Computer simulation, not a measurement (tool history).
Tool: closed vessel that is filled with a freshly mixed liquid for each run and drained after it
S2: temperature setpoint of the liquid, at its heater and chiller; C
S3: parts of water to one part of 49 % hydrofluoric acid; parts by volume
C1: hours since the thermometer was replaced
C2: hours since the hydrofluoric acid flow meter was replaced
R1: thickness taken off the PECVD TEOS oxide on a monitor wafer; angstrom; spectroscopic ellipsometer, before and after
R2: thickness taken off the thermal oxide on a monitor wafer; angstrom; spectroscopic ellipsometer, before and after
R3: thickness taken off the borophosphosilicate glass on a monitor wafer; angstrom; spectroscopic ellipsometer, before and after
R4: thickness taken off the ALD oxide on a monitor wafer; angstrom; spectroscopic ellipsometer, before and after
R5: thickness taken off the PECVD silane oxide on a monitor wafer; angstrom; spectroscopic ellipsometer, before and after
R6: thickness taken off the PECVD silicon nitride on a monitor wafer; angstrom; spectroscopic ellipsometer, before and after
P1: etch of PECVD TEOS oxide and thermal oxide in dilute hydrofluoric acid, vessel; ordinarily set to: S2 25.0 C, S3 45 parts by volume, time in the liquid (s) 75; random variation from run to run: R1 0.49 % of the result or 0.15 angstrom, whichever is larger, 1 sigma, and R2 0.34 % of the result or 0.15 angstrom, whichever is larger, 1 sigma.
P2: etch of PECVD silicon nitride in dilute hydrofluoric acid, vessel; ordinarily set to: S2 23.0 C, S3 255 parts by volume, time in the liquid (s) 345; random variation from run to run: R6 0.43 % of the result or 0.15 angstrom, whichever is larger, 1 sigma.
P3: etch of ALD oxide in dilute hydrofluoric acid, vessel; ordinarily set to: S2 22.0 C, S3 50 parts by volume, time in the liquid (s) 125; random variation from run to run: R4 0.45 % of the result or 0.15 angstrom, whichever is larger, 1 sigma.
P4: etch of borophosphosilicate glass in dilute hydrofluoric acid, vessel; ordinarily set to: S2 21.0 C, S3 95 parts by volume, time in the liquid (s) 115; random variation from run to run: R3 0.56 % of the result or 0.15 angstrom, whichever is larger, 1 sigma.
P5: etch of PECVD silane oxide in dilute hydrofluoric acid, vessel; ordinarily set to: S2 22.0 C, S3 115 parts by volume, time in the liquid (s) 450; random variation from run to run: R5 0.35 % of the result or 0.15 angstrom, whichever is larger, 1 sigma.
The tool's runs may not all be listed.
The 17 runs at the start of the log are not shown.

run 18 hour=71.7 | process_that_ran=P2 S2=23.0 S3=450 time_in_the_liquid_(s)=345 | C1=449.4 C2=1330.7 | R6=42.582
run 19 hour=75.3 | process_that_ran=P3 S2=22.0 S3=50 time_in_the_liquid_(s)=30 | C1=453.0 C2=1334.3 | R4=57.907
run 20 hour=80.7 | process_that_ran=P1 S2=25.0 S3=75 time_in_the_liquid_(s)=75 | C1=458.4 C2=1339.7 | R1=210.82 R2=52.275
run 21 hour=83.6 | process_that_ran=P2 S2=28.5 S3=255 time_in_the_liquid_(s)=345 | C1=461.3 C2=1342.6 | R6=104.210
run 22 hour=86.7 | process_that_ran=P3 S2=22.0 S3=50 time_in_the_liquid_(s)=125 | C1=464.4 C2=1345.7 | R4=241.860
run 23 hour=91.0 | process_that_ran=P3 S2=22.0 S3=50 time_in_the_liquid_(s)=125 | C1=468.7 C2=1350.0 | R4=241.110
run 24 hour=94.9 | process_that_ran=P4 S2=21.0 S3=95 time_in_the_liquid_(s)=115 | C1=472.6 C2=1353.9 | R3=603.09
run 25 hour=99.7 | process_that_ran=P2 S2=23.0 S3=255 time_in_the_liquid_(s)=615 | C1=477.4 C2=1358.7 | R6=133.580
run 26 hour=103.4 | process_that_ran=P5 S2=27.0 S3=115 time_in_the_liquid_(s)=450 | C1=481.1 C2=1362.4 | R5=636.98
run 27 hour=105.9 | process_that_ran=P1 S2=31.0 S3=45 time_in_the_liquid_(s)=75 | C1=483.6 C2=1364.9 | R1=469.64 R2=114.780
run 28 hour=109.8 | process_that_ran=P1 S2=25.0 S3=45 time_in_the_liquid_(s)=75 | C1=487.5 C2=1368.8 | R1=364.99 R2=90.930

Forecast run 29:
run 29 hour=113.3 | process_that_ran=P4 S2=21.0 S3=95 time_in_the_liquid_(s)=115 | C1=491.0 C2=1372.3 | R3=?

For run 29 the tool returned R3 594.70 angstrom.
